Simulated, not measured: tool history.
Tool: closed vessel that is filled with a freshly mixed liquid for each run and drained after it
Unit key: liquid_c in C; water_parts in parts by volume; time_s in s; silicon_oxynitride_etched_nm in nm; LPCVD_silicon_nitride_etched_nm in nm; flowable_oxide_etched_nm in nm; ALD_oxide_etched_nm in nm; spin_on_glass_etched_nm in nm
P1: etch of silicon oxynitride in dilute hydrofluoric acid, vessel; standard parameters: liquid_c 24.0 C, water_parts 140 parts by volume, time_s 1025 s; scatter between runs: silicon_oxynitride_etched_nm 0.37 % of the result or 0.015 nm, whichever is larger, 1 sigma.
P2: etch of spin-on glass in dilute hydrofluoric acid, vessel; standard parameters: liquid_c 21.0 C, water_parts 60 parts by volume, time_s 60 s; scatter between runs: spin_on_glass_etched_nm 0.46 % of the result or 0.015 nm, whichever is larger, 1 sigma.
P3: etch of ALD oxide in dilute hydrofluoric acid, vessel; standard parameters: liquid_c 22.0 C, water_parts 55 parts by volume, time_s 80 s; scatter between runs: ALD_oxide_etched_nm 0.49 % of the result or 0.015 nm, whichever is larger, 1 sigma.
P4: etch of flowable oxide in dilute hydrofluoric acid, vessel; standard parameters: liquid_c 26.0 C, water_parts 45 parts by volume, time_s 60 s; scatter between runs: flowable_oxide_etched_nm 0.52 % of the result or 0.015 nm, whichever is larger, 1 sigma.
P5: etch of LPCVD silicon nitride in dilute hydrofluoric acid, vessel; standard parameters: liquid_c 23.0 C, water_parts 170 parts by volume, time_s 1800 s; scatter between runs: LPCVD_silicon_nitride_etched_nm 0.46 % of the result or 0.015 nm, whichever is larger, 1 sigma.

run	hour	process	liquid_c	water_parts	time_s	hours since the thermometer was replaced	hours since the hydrofluoric acid flow meter was replaced	silicon_oxynitride_etched_nm	LPCVD_silicon_nitride_etched_nm	flowable_oxide_etched_nm	ALD_oxide_etched_nm	spin_on_glass_etched_nm
1	7.0	P1	24.0	140	1025	862.7	320.8	33.4890				
2	17.4	P5	23.0	170	1800	873.1	331.2		4.7299			
3	28.5	P1	24.0	140	175	884.2	342.3	5.6919				
4	42.2	P5	23.0	170	395	897.9	356.0		1.0510			
5	53.4	P4	26.0	45	60	909.1	367.2			76.414		
6	64.3	P4	26.0	45	30	920.0	378.1			37.667		
7	78.8	P3	22.0	95	80	934.5	392.6				10.127	
8	93.7	P5	17.0	170	1800	949.4	407.5		3.1577			
# hour 100.4: thermometer replaced
9	104.9	P1	28.5	140	1025	4.5	418.7	40.8120				
10	115.7	P1	24.0	140	1025	15.3	429.5	33.3990				
11	125.6	P2	21.0	60	60	25.2	439.4					28.492
12	138.6	P4	26.0	60	60	38.2	452.4			55.347		
13	148.0	P1	24.0	140	1025	47.6	461.8	33.2920				
14	158.2	P1	24.0	250	1780	57.8	472.0	29.6420				
15	172.0	P2	21.0	25	60	71.6	485.8					71.318
16	179.6	P1	24.0	140	1025	79.2	493.4	33.2420				
17	193.3	P4	30.5	45	60	92.9	507.1			90.663		
18	205.7	P3	22.0	55	120	105.3	519.5				27.556	
19	217.1	P2	21.0	60	105	116.7	530.9					50.141
20	228.9	P1	17.0	140	1025	128.5	542.7	23.8150				
21	243.2	P4	26.0	45	60	142.8	557.0			75.610		
22	251.3	P1	24.0	240	1025	150.9	565.1	18.0880				
23	264.9	P2	21.0	60	60	164.5	578.7					28.409
24	276.3	P2	25.5	60	60	175.9	590.1					34.458
25	287.3	P1	24.0	140	1025	186.9	601.1	33.3970				
26	296.6	P1	24.0	75	1025	196.2	610.4	65.7370				
27	304.1	P3	17.0	55	80	203.7	617.9				14.892	
28	314.2	P5	23.0	275	1800	213.8	628.0		2.9254			
29	325.9	P1	24.0	140	1575	225.5	639.7	51.0860				
30	333.3	P1	17.5	140	1810	232.9	647.1	43.2620				
31	344.0	P3	22.0	55	80	243.6	657.8				18.403	
32	352.7	P1	24.0	195	2005	252.3	666.5	45.0100				
33	359.7	P1	24.0	140	1025	259.3	673.5	33.3770				
34	369.2	P1	24.0	140	1025	268.8	683.0	32.4790				
35	379.8	P1	24.0	140	1025	279.4	693.6	31.6830				
36	392.6	P1	24.0	140	1025	292.2	706.4	31.3810				
37	401.5	P1	24.0	140	1025	301.1	715.3	31.4120				
38	415.7	P1	24.0	140	1025	315.3	729.5	31.0900				
39	425.4	P1	24.0	140	1025	325.0	739.2	30.8530				
40	437.6	P1	24.0	140	1025	337.2	751.4	30.6880				
41	451.0	P1	24.0	140	1025	350.6	764.8	30.7440				
42	460.8	P1	24.0	140	1025	360.4	774.6	30.7440				

P1 has crept away from where it was. The log is fitted equally well by each of these 2 causes, at the sizes shown:
A: hydrofluoric acid flow below the setpoint (%) = 6.84
B: liquid colder than its thermometer reads (K) = 1.7
Onset of the creep was near hour 359.7.

Listed below are the offered check runs, one wafer per run, with question marks in place of results. For which of them would the causes give clearly different outcomes?
check 1	470.6	P4	26.0	45	60					?		
check 2	470.6	P5	23.0	170	1800				?			
check 3	470.6	P2	21.0	60	60							?
check 4	470.6	P3	22.0	55	80						?	

How each check would come out, cause by cause:
check	result	if A	if B
check 1	flowable_oxide_etched_nm	70.168	70.574
check 2	LPCVD_silicon_nitride_etched_nm	4.3802	4.2051
check 3	spin_on_glass_etched_nm	26.372	26.494
check 4	ALD_oxide_etched_nm	16.972	17.050
How far apart the two closest causes lie, in the result that separates them most: check 1 0.58 %; check 2 4.08 %; check 3 0.47 %; check 4 0.46 %
Check 2 is the one run that separates the causes; every other check would come out nearly the same whichever cause is at work.

Then check 2 was run and gave: LPCVD_silicon_nitride_etched_nm 4.2040 nm. Which cause is it?

The correct cause is B, namely: liquid colder than its thermometer reads (K).

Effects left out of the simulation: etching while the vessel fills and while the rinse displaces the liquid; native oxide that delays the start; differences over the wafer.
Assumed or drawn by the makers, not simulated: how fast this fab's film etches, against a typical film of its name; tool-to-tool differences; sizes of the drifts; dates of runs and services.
